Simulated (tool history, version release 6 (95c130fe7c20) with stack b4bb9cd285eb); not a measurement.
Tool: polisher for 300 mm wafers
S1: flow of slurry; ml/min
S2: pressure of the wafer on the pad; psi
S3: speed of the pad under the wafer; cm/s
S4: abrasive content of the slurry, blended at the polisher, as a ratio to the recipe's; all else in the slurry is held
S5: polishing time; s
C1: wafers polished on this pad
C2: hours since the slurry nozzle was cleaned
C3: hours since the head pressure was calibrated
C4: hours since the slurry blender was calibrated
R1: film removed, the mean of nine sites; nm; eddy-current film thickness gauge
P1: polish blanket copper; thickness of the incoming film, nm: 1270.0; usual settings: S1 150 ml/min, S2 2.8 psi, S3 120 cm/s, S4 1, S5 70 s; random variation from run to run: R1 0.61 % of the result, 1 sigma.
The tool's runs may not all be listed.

run	day	S1	S2	S3	S4	S5	C1	C2	C3	C4	R1
1	0.512	150	2.8	120	1	70	997	172.7	360.2	153.4	209.06
2	1.054	225	1.7	120	1	70	1177	185.7	373.2	166.4	134.21
3	1.788	150	2.8	72	1	70	1420	203.3	390.8	184	126.92
4	2.162	150	4.4	120	1	70	1544	212.3	399.8	193	327.06
5	2.608	150	2.8	120	1	105	1692	223	410.5	203.7	313.16
6	3.112	150	2.8	120	1.45	70	1859	235.1	422.6	215.8	228.2
7	3.479	150	2.8	120	1	70	1981	243.9	431.4	224.6	206.08
8	3.808	150	1.9	120	1	70	2090	251.8	439.3	232.5	142.85
9	4.225	220	2.8	168	1	70	2228	261.8	449.3	242.5	307.61
10	4.579	150	2.8	120	1	70	2345	270.3	457.8	251	205.85
11	5.154	150	3.5	120	0.5	70	2536	284.1	471.6	264.8	226.44
12	5.762	150	2.8	120	1	70	2738	298.7	486.2	279.4	207.79
13	6.442	150	2.8	120	1	32	2963	315	502.5	295.7	96.491
14	7.004	90	2.8	120	1	70	3149	328.5	516	309.2	187.54
# day 7.025: worn pad replaced by a new one
15	7.625	150	2.8	120	0.55	70	199	343.4	530.9	324.1	185.02
16	8.15	150	2.8	154	1	70	373	356	543.5	336.7	269.18
17	8.742	220	2.8	120	1	70	569	370.2	557.7	350.9	220.33
18	9.442	150	2.8	120	1	70	801	387	574.5	367.7	209.71
19	10.017	150	2.8	120	1	70	992	400.8	588.3	381.5	202.96
20	10.729	150	2.8	120	1	70	1228	417.9	605.4	398.6	196.52
21	11.083	150	2.8	120	1	70	1345	426.4	613.9	407.1	196.35
22	11.708	150	2.8	120	1	70	1553	441.4	628.9	422.1	195.1
# day 11.925: worn pad replaced by a new one
23	12.154	150	2.8	120	1	70	76	452.1	639.6	432.8	197.16
# day 12.325: slurry blender recalibrated
24	12.85	150	2.8	120	1	70	307	468.8	656.3	12.6	192.78
25	13.354	150	2.8	120	1	70	474	480.9	668.4	24.7	191.9

What P1 gives has crept away from where it was. These 2 causes fit the log equally well, each at the size given:
A: slurry flow missing at the pad, % = 30.6
B: head's pressure below its setpoint, % = 7.19
The creep began at about day 9.442.
Why every other cause is out:
removal rate lost through wear of the pad, %: serviced at day 11.925, which brought nothing back
abrasive missing from the slurry, %: serviced at day 12.325, which brought nothing back

4 check runs are offered, each on 2 wafers whose results are averaged, their results left as question marks. Which one tells the causes apart?
check 1	13.858	150	4.4	120	1.25	70					?
check 2	13.858	150	2.8	74	1	33					?
check 3	13.858	150	4.2	120	1	38					?
check 4	13.858	90	2.8	120	1.4	70					?

What each check would give under each cause:
check	result	if A	if B
check 1	R1	319.46	319.48
check 2	R1	56.304	56.309
check 3	R1	157.71	157.72
check 4	R1	178.67	186.39
How far apart the two closest causes lie, in the result that separates them most: check 1 0.01 %; check 2 0.01 %; check 3 0.01 %; check 4 4.23 %
Only check 4 tells the causes apart: in the others they would give nearly the same result.

Then check 4 was run and gave: R1 178.75 nm. Which cause is it?

It is A: slurry flow missing at the pad, %.

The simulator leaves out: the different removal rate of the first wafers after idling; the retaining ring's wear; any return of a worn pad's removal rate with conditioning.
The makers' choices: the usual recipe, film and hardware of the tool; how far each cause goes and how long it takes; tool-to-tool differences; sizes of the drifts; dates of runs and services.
